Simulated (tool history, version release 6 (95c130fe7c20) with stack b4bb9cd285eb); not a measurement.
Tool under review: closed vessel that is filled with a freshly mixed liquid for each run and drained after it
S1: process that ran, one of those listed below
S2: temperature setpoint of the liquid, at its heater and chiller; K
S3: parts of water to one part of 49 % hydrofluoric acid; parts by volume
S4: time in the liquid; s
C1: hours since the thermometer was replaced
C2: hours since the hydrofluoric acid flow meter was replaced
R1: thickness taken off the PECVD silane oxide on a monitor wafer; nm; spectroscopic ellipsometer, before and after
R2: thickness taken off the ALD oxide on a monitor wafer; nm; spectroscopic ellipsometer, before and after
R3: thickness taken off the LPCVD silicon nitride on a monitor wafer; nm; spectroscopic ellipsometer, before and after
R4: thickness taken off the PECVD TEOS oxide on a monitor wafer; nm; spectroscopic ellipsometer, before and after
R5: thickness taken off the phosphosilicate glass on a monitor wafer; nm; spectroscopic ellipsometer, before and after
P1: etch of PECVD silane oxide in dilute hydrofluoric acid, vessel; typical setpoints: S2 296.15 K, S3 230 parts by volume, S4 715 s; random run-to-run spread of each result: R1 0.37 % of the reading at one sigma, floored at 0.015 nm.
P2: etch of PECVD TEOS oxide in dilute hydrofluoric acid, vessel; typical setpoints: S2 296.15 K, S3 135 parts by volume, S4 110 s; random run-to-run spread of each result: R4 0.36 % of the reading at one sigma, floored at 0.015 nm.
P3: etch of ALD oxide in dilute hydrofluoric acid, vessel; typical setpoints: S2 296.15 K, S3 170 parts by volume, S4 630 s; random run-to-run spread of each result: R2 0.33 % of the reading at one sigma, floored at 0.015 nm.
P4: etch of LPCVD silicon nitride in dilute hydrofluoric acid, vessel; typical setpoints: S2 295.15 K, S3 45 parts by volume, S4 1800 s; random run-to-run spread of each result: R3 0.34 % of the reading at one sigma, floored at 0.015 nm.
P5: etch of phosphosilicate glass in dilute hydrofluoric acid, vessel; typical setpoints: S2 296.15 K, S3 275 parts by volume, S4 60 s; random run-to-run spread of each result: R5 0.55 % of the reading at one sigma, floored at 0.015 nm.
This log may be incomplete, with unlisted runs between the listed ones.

run 1 day=0.688 | S1=P1 S2=296.15 S3=230 S4=715 | C1=1481.7 C2=577.8 | R1=49.8400
run 2 day=1.458 | S1=P3 S2=291.65 S3=170 S4=630 | C1=1500.2 C2=596.3 | R2=30.261
run 3 day=1.967 | S1=P1 S2=296.15 S3=230 S4=715 | C1=1512.4 C2=608.5 | R1=49.6490
run 4 day=2.700 | S1=P3 S2=296.15 S3=170 S4=630 | C1=1530.0 C2=626.1 | R2=36.361
-- day=3.038 thermometer replaced
run 5 day=3.475 | S1=P4 S2=295.15 S3=45 S4=1800 | C1=10.6 C2=644.7 | R3=20.6060
run 6 day=3.875 | S1=P1 S2=300.65 S3=230 S4=1010 | C1=20.2 C2=654.3 | R1=82.0060
run 7 day=4.304 | S1=P2 S2=301.65 S3=135 S4=110 | C1=30.5 C2=664.6 | R4=12.0030
run 8 day=5.008 | S1=P3 S2=296.15 S3=170 S4=630 | C1=47.4 C2=681.5 | R2=36.119
run 9 day=5.375 | S1=P1 S2=296.15 S3=230 S4=715 | C1=56.2 C2=690.3 | R1=49.5140
run 10 day=6.108 | S1=P5 S2=296.15 S3=275 S4=30 | C1=73.8 C2=707.9 | R5=12.899
run 11 day=6.512 | S1=P5 S2=296.15 S3=275 S4=60 | C1=83.5 C2=717.6 | R5=26.066
run 12 day=7.158 | S1=P2 S2=296.15 S3=45 S4=110 | C1=99.0 C2=733.1 | R4=32.6580
run 13 day=7.825 | S1=P1 S2=296.15 S3=230 S4=715 | C1=115.0 C2=749.1 | R1=49.8770
run 14 day=8.571 | S1=P1 S2=296.15 S3=65 S4=715 | C1=132.9 C2=767.0 | R1=211.5600
run 15 day=9.067 | S1=P4 S2=295.15 S3=45 S4=1800 | C1=144.8 C2=778.9 | R3=20.5710
run 16 day=9.575 | S1=P2 S2=296.15 S3=135 S4=175 | C1=157.0 C2=791.1 | R4=15.5210
run 17 day=10.008 | S1=P1 S2=296.15 S3=355 S4=1010 | C1=167.4 C2=801.5 | R1=40.1020
-- day=10.042 hydrofluoric acid flow meter replaced
run 18 day=10.700 | S1=P5 S2=296.15 S3=275 S4=60 | C1=184.0 C2=15.8 | R5=25.764
run 19 day=11.129 | S1=P1 S2=296.15 S3=230 S4=715 | C1=194.3 C2=26.1 | R1=49.8220
run 20 day=11.638 | S1=P3 S2=296.15 S3=170 S4=1120 | C1=206.5 C2=38.3 | R2=64.168
run 21 day=12.271 | S1=P4 S2=295.15 S3=45 S4=495 | C1=221.7 C2=53.5 | R3=5.6568
run 22 day=12.838 | S1=P3 S2=296.15 S3=75 S4=630 | C1=235.3 C2=67.1 | R2=91.354
run 23 day=13.462 | S1=P5 S2=296.15 S3=55 S4=60 | C1=250.3 C2=82.1 | R5=166.070
run 24 day=13.925 | S1=P1 S2=296.15 S3=350 S4=150 | C1=261.4 C2=93.2 | R1=6.1021
run 25 day=14.492 | S1=P2 S2=296.15 S3=135 S4=110 | C1=275.0 C2=106.8 | R4=9.7913
run 26 day=14.992 | S1=P5 S2=301.15 S3=275 S4=60 | C1=287.0 C2=118.8 | R5=30.624
run 27 day=15.617 | S1=P1 S2=296.15 S3=230 S4=1165 | C1=302.0 C2=133.8 | R1=81.1800
run 28 day=16.008 | S1=P4 S2=295.15 S3=60 S4=1800 | C1=311.4 C2=143.2 | R3=15.5260
run 29 day=16.517 | S1=P1 S2=296.15 S3=230 S4=160 | C1=323.6 C2=155.4 | R1=11.1630
run 30 day=16.988 | S1=P1 S2=296.15 S3=330 S4=715 | C1=334.9 C2=166.7 | R1=31.1760
run 31 day=17.450 | S1=P4 S2=300.15 S3=45 S4=1800 | C1=346.0 C2=177.8 | R3=28.8390
run 32 day=18.083 | S1=P1 S2=290.15 S3=230 S4=715 | C1=361.2 C2=193.0 | R1=39.2840
run 33 day=18.604 | S1=P1 S2=303.15 S3=230 S4=715 | C1=373.7 C2=205.5 | R1=63.4070
run 34 day=19.158 | S1=P1 S2=296.15 S3=230 S4=715 | C1=387.0 C2=218.8 | R1=49.6010
run 35 day=19.550 | S1=P1 S2=296.15 S3=230 S4=715 | C1=396.4 C2=228.2 | R1=48.8050
run 36 day=20.100 | S1=P1 S2=296.15 S3=230 S4=715 | C1=409.6 C2=241.4 | R1=48.2150
run 37 day=20.704 | S1=P1 S2=296.15 S3=230 S4=715 | C1=424.1 C2=255.9 | R1=47.3470
run 38 day=21.250 | S1=P1 S2=296.15 S3=230 S4=715 | C1=437.2 C2=269.0 | R1=46.8120
run 39 day=21.917 | S1=P1 S2=296.15 S3=230 S4=715 | C1=453.2 C2=285.0 | R1=46.9330
run 40 day=22.662 | S1=P1 S2=296.15 S3=230 S4=715 | C1=471.1 C2=302.9 | R1=46.4290
run 41 day=23.267 | S1=P1 S2=296.15 S3=230 S4=715 | C1=485.6 C2=317.4 | R1=46.0530
run 42 day=23.862 | S1=P1 S2=296.15 S3=230 S4=715 | C1=499.9 C2=331.7 | R1=46.4550
run 43 day=24.538 | S1=P1 S2=296.15 S3=230 S4=715 | C1=516.1 C2=347.9 | R1=46.1380
run 44 day=24.954 | S1=P1 S2=296.15 S3=230 S4=715 | C1=526.1 C2=357.9 | R1=46.0370

Compared with where it was, what P1 gives has crept away. Each cause listed below fits the log as well as the rest, at the size given for it:
A: liquid colder than its thermometer reads (K) = 1.92
B: hydrofluoric acid flow below the setpoint (%) = 5.58
The gradual shift began around day 19.158.

Question marks stand in for the results of the 4 check runs listed below, each run on one wafer. Under which run would the listed causes show clearly different results?
run check 1 day=25.371 | S1=P4 S2=295.15 S3=45 S4=1800 | R3=?
run check 2 day=25.371 | S1=P2 S2=296.15 S3=135 S4=110 | R4=?
run check 3 day=25.371 | S1=P3 S2=296.15 S3=170 S4=630 | R2=?
run check 4 day=25.371 | S1=P5 S2=296.15 S3=275 S4=60 | R5=?

If the cause were each of the candidates in turn, the checks would give the following:
check=check_1 result=R3 if_A=17.9160 if_B=19.3440
check=check_2 result=R4 if_A=9.0672 if_B=9.1504
check=check_3 result=R2 if_A=33.586 if_B=33.774
check=check_4 result=R5 if_A=24.197 if_B=24.106
Gap, in per cent, between the two causes that each check separates least, read from the result that separates them most: check 1 7.67 %; check 2 0.91 %; check 3 0.56 %; check 4 0.38 %
Check 1 is the one run that separates the causes; every other check would come out nearly the same whichever cause is at work.

With check 1 done, the readings were: R3 17.9090 nm. Identify which of the listed causes applies.

A is the cause: liquid colder than its thermometer reads (K).
